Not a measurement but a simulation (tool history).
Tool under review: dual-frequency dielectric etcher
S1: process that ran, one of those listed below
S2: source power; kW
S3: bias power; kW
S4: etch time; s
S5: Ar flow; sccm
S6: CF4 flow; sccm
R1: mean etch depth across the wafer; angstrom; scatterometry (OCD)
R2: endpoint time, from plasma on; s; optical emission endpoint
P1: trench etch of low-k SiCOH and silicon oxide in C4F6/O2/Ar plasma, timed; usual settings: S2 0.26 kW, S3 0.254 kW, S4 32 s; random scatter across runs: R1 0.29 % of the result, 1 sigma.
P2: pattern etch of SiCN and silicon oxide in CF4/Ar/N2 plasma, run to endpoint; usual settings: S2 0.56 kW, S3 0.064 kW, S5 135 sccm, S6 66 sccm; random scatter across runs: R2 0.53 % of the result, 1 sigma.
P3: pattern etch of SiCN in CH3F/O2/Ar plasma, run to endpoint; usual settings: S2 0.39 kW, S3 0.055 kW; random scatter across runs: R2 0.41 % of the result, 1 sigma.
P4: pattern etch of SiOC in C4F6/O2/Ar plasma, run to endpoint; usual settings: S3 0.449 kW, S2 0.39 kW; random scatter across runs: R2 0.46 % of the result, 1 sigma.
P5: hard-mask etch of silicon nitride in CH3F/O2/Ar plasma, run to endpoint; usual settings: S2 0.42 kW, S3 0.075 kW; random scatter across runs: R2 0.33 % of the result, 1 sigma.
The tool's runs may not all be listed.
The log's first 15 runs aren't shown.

run   hour  S1    S2     S3    S4   S5  S6      R1      R2
 16  173.1  P2  0.56  0.046        135  66          10.168
 17  185.5  P1  0.26  0.254    32            929.7
 18  193.1  P4  0.39  0.449                          14.67
 19  204.3  P1  0.17  0.299    32           836.93
 20  215.1  P3  0.39  0.055                         16.917
 21  222.1  P1  0.33  0.254    22           702.71
 22  230.7  P4  0.39  0.449                         14.829
 23  240.6  P4  0.39  0.326                         16.437
 24  254.3  P2  0.43  0.064        135  66          11.494
 25  261.9  P1  0.26  0.254    32           936.39
 26  275.8  P1  0.26  0.254  17.5           512.45
 27  288.4  P1  0.26  0.155    32           787.63
 28  300.9  P2  0.56  0.064         96  66          8.5193
 29  308.5  P3   0.3  0.055                         18.601
 30  319.6  P5  0.42  0.075                         62.022
 31  333.7  P1  0.26  0.254    32            930.7
 32  342.5  P1  0.26  0.254    32           940.68
 33  357.4  P1  0.26  0.254    32            945.4
 34  370.7  P1  0.26  0.254    32           947.49
     377.1  -- wet clean of the chamber
 35  381.6  P1  0.26  0.254    32           940.44
 36  391.8  P1  0.26  0.254    32           947.07

Expected results for the next run?
 37   405  P1  0.26  0.254  32           ?

{"run 37": {"R1": 942.54}}

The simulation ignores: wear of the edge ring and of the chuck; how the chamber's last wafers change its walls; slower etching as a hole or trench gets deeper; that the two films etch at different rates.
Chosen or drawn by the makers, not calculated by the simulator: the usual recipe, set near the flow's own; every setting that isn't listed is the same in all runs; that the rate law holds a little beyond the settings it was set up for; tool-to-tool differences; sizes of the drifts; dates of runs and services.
